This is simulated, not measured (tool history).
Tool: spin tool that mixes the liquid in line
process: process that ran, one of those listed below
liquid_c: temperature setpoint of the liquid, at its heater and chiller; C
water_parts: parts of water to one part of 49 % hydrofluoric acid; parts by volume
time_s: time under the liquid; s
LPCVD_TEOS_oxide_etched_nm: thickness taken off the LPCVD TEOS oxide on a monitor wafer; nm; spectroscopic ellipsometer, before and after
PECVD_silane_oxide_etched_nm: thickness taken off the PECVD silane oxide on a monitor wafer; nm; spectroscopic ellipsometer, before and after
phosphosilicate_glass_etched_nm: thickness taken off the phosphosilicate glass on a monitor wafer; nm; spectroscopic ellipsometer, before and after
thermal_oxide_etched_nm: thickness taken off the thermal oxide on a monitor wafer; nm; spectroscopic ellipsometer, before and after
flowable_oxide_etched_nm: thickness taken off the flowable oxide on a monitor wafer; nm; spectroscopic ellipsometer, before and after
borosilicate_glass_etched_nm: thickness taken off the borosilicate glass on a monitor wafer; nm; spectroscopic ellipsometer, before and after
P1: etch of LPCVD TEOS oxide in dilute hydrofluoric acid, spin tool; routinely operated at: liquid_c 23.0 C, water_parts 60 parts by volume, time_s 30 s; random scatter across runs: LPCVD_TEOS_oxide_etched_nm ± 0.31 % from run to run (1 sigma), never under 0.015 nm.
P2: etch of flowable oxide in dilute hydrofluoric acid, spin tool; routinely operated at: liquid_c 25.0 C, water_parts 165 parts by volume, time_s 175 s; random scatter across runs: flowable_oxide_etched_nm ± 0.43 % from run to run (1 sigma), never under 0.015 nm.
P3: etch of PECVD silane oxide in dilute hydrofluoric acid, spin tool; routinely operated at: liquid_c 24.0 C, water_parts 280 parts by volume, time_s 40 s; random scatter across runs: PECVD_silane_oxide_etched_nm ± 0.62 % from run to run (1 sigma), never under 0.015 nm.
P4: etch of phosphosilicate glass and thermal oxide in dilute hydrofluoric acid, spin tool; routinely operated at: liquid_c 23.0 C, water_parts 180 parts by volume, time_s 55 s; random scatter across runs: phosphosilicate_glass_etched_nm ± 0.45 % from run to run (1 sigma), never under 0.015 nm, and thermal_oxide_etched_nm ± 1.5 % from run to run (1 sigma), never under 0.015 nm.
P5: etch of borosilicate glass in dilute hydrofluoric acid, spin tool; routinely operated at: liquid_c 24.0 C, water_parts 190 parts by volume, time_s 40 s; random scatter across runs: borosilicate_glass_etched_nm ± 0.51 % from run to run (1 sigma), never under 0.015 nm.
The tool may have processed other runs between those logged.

run,hour,process,liquid_c,water_parts,time_s,hours since the thermometer was replaced,hours since the hydrofluoric acid flow meter was replaced,LPCVD_TEOS_oxide_etched_nm,PECVD_silane_oxide_etched_nm,phosphosilicate_glass_etched_nm,thermal_oxide_etched_nm,flowable_oxide_etched_nm,borosilicate_glass_etched_nm
1,11.1,P1,23.0,60,30,1197.4,310.6,19.2010,,,,,
2,20.2,P1,23.0,60,50,1206.5,319.7,31.9560,,,,,
3,30.2,P3,24.0,280,40,1216.5,329.7,,4.2661,,,,
4,40.8,P4,23.0,180,15,1227.1,340.3,,,8.0051,0.33670,,
5,54.0,P2,25.0,165,175,1240.3,353.5,,,,,40.236,
6,67.4,P5,28.0,190,40,1253.7,366.9,,,,,,6.6820
7,79.1,P1,23.0,60,30,1265.4,378.6,19.1950,,,,,
8,94.7,P3,24.0,70,40,1281.0,394.2,,21.6460,,,,
9,106.7,P1,23.0,100,30,1293.0,406.2,10.9450,,,,,
10,123.9,P1,27.5,60,15,1310.2,423.4,11.4620,,,,,
11,139.6,P4,23.0,180,55,1325.9,439.1,,,29.4510,1.29020,,
12,152.6,P1,23.0,60,30,1338.9,452.1,19.1790,,,,,
13,168.8,P3,24.0,280,40,1355.1,468.3,,4.2894,,,,
14,182.2,P1,18.0,60,30,1368.5,481.7,15.4770,,,,,
15,198.6,P4,23.0,180,55,1384.9,498.1,,,29.4940,1.28160,,
16,210.3,P2,25.0,295,175,1396.6,509.8,,,,,19.511,
17,225.1,P1,23.0,20,30,1411.4,524.6,60.6400,,,,,
18,241.7,P5,24.0,190,75,1428.0,541.2,,,,,,10.8220
19,249.7,P1,23.0,60,30,1436.0,549.2,19.2500,,,,,
20,260.9,P4,17.0,180,55,1447.2,560.4,,,23.5740,1.03210,,
21,278.3,P3,31.0,280,40,1464.6,577.8,,5.4415,,,,
22,290.4,P2,25.0,165,175,1476.7,589.9,,,,,40.122,
23,307.0,P1,23.0,60,30,1493.3,606.5,19.1910,,,,,
24,318.2,P2,31.5,165,175,1504.5,617.7,,,,,50.775,
25,331.2,P3,24.0,280,15,1517.5,630.7,,1.6037,,,,
26,338.9,P1,19.5,60,15,1525.2,638.4,8.3287,,,,,
27,346.6,P1,29.0,60,30,1532.9,646.1,24.4250,,,,,
28,356.7,P2,25.0,165,95,1543.0,656.2,,,,,21.775,
29,373.5,P4,23.0,265,55,1559.8,673.0,,,18.3110,0.78163,,
30,386.3,P5,24.0,190,40,1572.6,685.8,,,,,,5.7383
31,402.4,P1,23.0,60,15,1588.7,701.9,9.5907,,,,,
32,418.1,P1,23.0,60,30,1604.4,717.6,19.4040,,,,,
33,429.5,P5,24.0,35,40,1615.8,729.0,,,,,,37.7040
34,444.7,P5,24.0,190,40,1631.0,744.2,,,,,,5.8316

Expected results for the next run?
35,455.5,P1,23.0,60,30,1641.8,755.0,?,,,,,

LPCVD_TEOS_oxide_etched_nm: 19.2400 nm
